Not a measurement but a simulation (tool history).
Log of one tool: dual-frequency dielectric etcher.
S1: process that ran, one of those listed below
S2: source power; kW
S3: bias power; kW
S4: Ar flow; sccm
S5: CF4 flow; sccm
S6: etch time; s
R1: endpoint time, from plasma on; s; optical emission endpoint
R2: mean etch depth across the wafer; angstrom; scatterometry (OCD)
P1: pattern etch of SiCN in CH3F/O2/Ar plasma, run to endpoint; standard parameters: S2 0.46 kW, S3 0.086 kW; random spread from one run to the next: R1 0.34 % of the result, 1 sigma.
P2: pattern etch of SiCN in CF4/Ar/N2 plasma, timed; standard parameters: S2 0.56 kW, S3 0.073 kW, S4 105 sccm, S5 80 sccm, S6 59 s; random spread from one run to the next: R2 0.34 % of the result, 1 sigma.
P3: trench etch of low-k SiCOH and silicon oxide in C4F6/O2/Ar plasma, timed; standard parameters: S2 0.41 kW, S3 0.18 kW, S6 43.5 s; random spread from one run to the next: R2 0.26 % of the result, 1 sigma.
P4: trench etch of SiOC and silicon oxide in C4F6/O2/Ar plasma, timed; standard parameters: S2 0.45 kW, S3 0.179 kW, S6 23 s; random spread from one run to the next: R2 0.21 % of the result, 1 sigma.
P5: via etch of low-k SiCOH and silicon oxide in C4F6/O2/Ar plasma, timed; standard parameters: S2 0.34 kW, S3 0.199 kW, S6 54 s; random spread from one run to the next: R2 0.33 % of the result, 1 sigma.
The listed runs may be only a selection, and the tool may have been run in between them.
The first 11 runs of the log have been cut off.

run  hour  S1    S2     S3   S4  S5    S6      R1      R2
 12  40.9  P5  0.34  0.133             54          1281.3
 13    45  P4  0.45  0.231             23             501
 14  48.8  P1  0.46  0.086                 24.099
 15    52  P5  0.27  0.199             54            1332
 16  55.6  P3  0.41  0.242           43.5          1517.9
 17  59.3  P4  0.45  0.179             23          462.85
 18  63.7  P3  0.56   0.18           43.5          1561.6
 19    66  P5  0.34  0.199             54          1462.5
 20  69.8  P1  0.46  0.086                 23.874
 21  72.7  P1  0.46   0.12                 21.247
 22  77.6  P4  0.45  0.179           14.5          290.83
     79.1  -- wet clean of the chamber
 23  80.9  P1  0.37  0.111                  23.63
 24  83.5  P1  0.46  0.086                 24.001
 25  87.4  P2  0.56  0.073  105  80    59          622.82
 26  91.6  P3  0.41   0.18           43.5          1378.6

Estimate the outcome of run 27 from the log above:
 27  94.9  P1  0.46  0.086               ?

Run 27 produced R1 23.992 s.
